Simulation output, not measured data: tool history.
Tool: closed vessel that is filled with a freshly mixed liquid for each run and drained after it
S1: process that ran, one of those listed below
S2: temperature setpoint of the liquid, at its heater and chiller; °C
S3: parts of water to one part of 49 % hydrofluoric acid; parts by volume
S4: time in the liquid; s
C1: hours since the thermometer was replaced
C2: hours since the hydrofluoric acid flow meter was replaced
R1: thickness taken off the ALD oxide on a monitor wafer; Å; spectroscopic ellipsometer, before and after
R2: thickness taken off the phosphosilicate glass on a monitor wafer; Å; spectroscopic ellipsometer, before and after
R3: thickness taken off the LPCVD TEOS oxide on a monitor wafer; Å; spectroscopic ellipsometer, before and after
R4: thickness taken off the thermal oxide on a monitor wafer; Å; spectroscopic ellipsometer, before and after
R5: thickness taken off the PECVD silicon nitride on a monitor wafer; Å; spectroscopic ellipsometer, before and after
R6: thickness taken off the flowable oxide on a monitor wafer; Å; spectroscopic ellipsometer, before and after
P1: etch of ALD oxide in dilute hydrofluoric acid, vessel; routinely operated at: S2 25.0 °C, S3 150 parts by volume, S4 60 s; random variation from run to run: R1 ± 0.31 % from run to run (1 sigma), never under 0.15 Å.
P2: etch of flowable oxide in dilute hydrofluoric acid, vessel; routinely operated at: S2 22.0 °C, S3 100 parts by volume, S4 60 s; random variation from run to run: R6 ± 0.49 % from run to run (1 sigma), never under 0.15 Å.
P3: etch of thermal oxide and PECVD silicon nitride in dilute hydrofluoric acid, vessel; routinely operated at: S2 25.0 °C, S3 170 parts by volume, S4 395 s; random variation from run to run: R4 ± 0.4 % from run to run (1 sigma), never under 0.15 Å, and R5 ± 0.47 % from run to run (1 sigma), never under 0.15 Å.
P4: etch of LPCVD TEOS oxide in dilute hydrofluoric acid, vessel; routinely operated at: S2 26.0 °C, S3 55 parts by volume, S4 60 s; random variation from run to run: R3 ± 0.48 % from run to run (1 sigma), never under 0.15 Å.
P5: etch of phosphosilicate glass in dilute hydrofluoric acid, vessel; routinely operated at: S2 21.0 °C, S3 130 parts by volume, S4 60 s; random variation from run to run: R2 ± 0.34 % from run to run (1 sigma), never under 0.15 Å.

{"run": 1, "hour": 12.2, "S1": "P1", "S2": 25.0, "S3": 150, "S4": 60, "C1": 220.5, "C2": 896.4, "R1": 128.66}
{"run": 2, "hour": 19.1, "S1": "P1", "S2": 20.0, "S3": 150, "S4": 30, "C1": 227.4, "C2": 903.3, "R1": 52.987}
{"run": 3, "hour": 27.3, "S1": "P5", "S2": 21.0, "S3": 130, "S4": 60, "C1": 235.6, "C2": 911.5, "R2": 730.67}
{"run": 4, "hour": 35.9, "S1": "P4", "S2": 26.0, "S3": 95, "S4": 60, "C1": 244.2, "C2": 920.1, "R3": 176.9}
{"run": 5, "hour": 44.8, "S1": "P3", "S2": 20.0, "S3": 170, "S4": 395, "C1": 253.1, "C2": 929.0, "R4": 93.388, "R5": 43.862}
{"run": 6, "hour": 52.0, "S1": "P1", "S2": 25.0, "S3": 150, "S4": 60, "C1": 260.3, "C2": 936.2, "R1": 129.23}
{"run": 7, "hour": 57.4, "S1": "P4", "S2": 26.0, "S3": 55, "S4": 60, "C1": 265.7, "C2": 941.6, "R3": 324.05}
{"run": 8, "hour": 64.9, "S1": "P1", "S2": 25.0, "S3": 225, "S4": 60, "C1": 273.2, "C2": 949.1, "R1": 79.233}
{"run": 9, "hour": 76.7, "S1": "P1", "S2": 31.5, "S3": 150, "S4": 60, "C1": 285.0, "C2": 960.9, "R1": 162.88}
{"run": 10, "hour": 89.0, "S1": "P1", "S2": 25.0, "S3": 150, "S4": 120, "C1": 297.3, "C2": 973.2, "R1": 258.12}
{"run": 11, "hour": 98.4, "S1": "P3", "S2": 25.0, "S3": 305, "S4": 395, "C1": 306.7, "C2": 982.6, "R4": 55.042, "R5": 34.269}
{"run": 12, "hour": 105.6, "S1": "P1", "S2": 25.0, "S3": 150, "S4": 60, "C1": 313.9, "C2": 989.8, "R1": 130.02}
{"run": 13, "hour": 118.0, "S1": "P5", "S2": 21.0, "S3": 70, "S4": 60, "C1": 326.3, "C2": 1002.2, "R2": 1452.2}
{"run": 14, "hour": 127.5, "S1": "P1", "S2": 17.5, "S3": 150, "S4": 60, "C1": 335.8, "C2": 1011.7, "R1": 95.972}
{"run": 15, "hour": 134.1, "S1": "P1", "S2": 25.0, "S3": 40, "S4": 60, "C1": 342.4, "C2": 1018.3, "R1": 554.6}
{"run": 16, "hour": 141.4, "S1": "P4", "S2": 22.0, "S3": 55, "S4": 60, "C1": 349.7, "C2": 1025.6, "R3": 274.85}
{"run": 17, "hour": 147.1, "S1": "P2", "S2": 22.0, "S3": 160, "S4": 60, "C1": 355.4, "C2": 1031.3, "R6": 148.19}
{"run": 18, "hour": 152.8, "S1": "P3", "S2": 25.0, "S3": 170, "S4": 750, "C1": 361.1, "C2": 1037.0, "R4": 215.07, "R5": 116.06}
{"run": 19, "hour": 159.4, "S1": "P2", "S2": 22.0, "S3": 100, "S4": 30, "C1": 367.7, "C2": 1043.6, "R6": 126.84}
{"run": 20, "hour": 171.7, "S1": "P2", "S2": 22.0, "S3": 100, "S4": 60, "C1": 380.0, "C2": 1055.9, "R6": 254.95}
{"run": 21, "hour": 180.3, "S1": "P5", "S2": 21.0, "S3": 130, "S4": 60, "C1": 388.6, "C2": 1064.5, "R2": 725.33}
{"run": 22, "hour": 188.0, "S1": "P1", "S2": 25.0, "S3": 150, "S4": 60, "C1": 396.3, "C2": 1072.2, "R1": 128.73}
{"run": 23, "hour": 195.2, "S1": "P1", "S2": 19.0, "S3": 215, "S4": 60, "C1": 403.5, "C2": 1079.4, "R1": 66.508}
{"run": 24, "hour": 201.5, "S1": "P1", "S2": 25.0, "S3": 150, "S4": 30, "C1": 409.8, "C2": 1085.7, "R1": 64.06}
{"run": 25, "hour": 213.5, "S1": "P4", "S2": 26.0, "S3": 55, "S4": 35, "C1": 421.8, "C2": 1097.7, "R3": 188.8}
{"run": 26, "hour": 224.4, "S1": "P5", "S2": 26.5, "S3": 130, "S4": 60, "C1": 432.7, "C2": 1108.6, "R2": 899.45}
{"run": 27, "hour": 234.3, "S1": "P1", "S2": 25.0, "S3": 150, "S4": 60, "C1": 442.6, "C2": 1118.5, "R1": 128.53}
{"run": 28, "hour": 243.2, "S1": "P2", "S2": 17.0, "S3": 100, "S4": 60, "C1": 451.5, "C2": 1127.4, "R6": 207.79}
{"run": 29, "hour": 249.6, "S1": "P5", "S2": 21.0, "S3": 130, "S4": 95, "C1": 457.9, "C2": 1133.8, "R2": 1154.9}
{"run": 30, "hour": 259.2, "S1": "P3", "S2": 25.0, "S3": 170, "S4": 395, "C1": 467.5, "C2": 1143.4, "R4": 113.32, "R5": 61.375}
{"run": 31, "hour": 265.3, "S1": "P1", "S2": 25.0, "S3": 200, "S4": 100, "C1": 473.6, "C2": 1149.5, "R1": 152.2}
{"run": 32, "hour": 274.0, "S1": "P1", "S2": 25.0, "S3": 150, "S4": 60, "C1": 482.3, "C2": 1158.2, "R1": 129.49}
{"run": 33, "hour": 285.2, "S1": "P1", "S2": 25.0, "S3": 150, "S4": 60, "C1": 493.5, "C2": 1169.4, "R1": 135.05}
{"run": 34, "hour": 291.7, "S1": "P1", "S2": 25.0, "S3": 150, "S4": 60, "C1": 500.0, "C2": 1175.9, "R1": 135.65}
{"run": 35, "hour": 301.4, "S1": "P1", "S2": 25.0, "S3": 150, "S4": 60, "C1": 509.7, "C2": 1185.6, "R1": 136.28}
{"run": 36, "hour": 307.5, "S1": "P1", "S2": 25.0, "S3": 150, "S4": 60, "C1": 515.8, "C2": 1191.7, "R1": 137.46}
{"run": 37, "hour": 314.9, "S1": "P1", "S2": 25.0, "S3": 150, "S4": 60, "C1": 523.2, "C2": 1199.1, "R1": 137.55}
{"run": 38, "hour": 322.5, "S1": "P1", "S2": 25.0, "S3": 150, "S4": 60, "C1": 530.8, "C2": 1206.7, "R1": 139.22}
{"run": 39, "hour": 329.6, "S1": "P1", "S2": 25.0, "S3": 150, "S4": 60, "C1": 537.9, "C2": 1213.8, "R1": 138.26}

P1 no longer gives what it gave before; its output has crept away from where it was. The following 2 causes, each at its listed size, fit the log equally well:
A: liquid hotter than its thermometer reads (K) = 1.84
B: hydrofluoric acid flow above the setpoint (%) = 6.06
The creep began at about hour 274.0.

Each of the 4 check runs below uses one wafer; its results are left as question marks. Which run tells the causes apart?
{"run": "check 1", "hour": 336.7, "S1": "P4", "S2": 26.0, "S3": 55, "S4": 60, "R3": "?"}
{"run": "check 2", "hour": 336.7, "S1": "P2", "S2": 22.0, "S3": 100, "S4": 60, "R6": "?"}
{"run": "check 3", "hour": 336.7, "S1": "P5", "S2": 21.0, "S3": 130, "S4": 60, "R2": "?"}
{"run": "check 4", "hour": 336.7, "S1": "P3", "S2": 25.0, "S3": 170, "S4": 395, "R4": "?", "R5": "?"}

What every check run would give for each of its results, assuming each possible cause in turn:
check=check_1 result=R3 if_A=347.48 if_B=343.84
check=check_2 result=R6 if_A=275.46 if_B=273.23
check=check_3 result=R2 if_A=783.89 if_B=779.39
check=check_4 result=R4 if_A=121.090 if_B=121.330
check=check_4 result=R5 if_A=68.806 if_B=64.975
Smallest distance between any two causes, each pair judged by its most separating result, in per cent: check 1 1.05 %; check 2 0.81 %; check 3 0.58 %; check 4 5.73 %
Only check 4 tells the causes apart: in the others they would give nearly the same result.

Check 4 was carried out, with these results: R4 120.100 Å; R5 65.202 Å. Which of the listed causes is responsible?

Of the candidate causes, it is B: hydrofluoric acid flow above the setpoint (%).
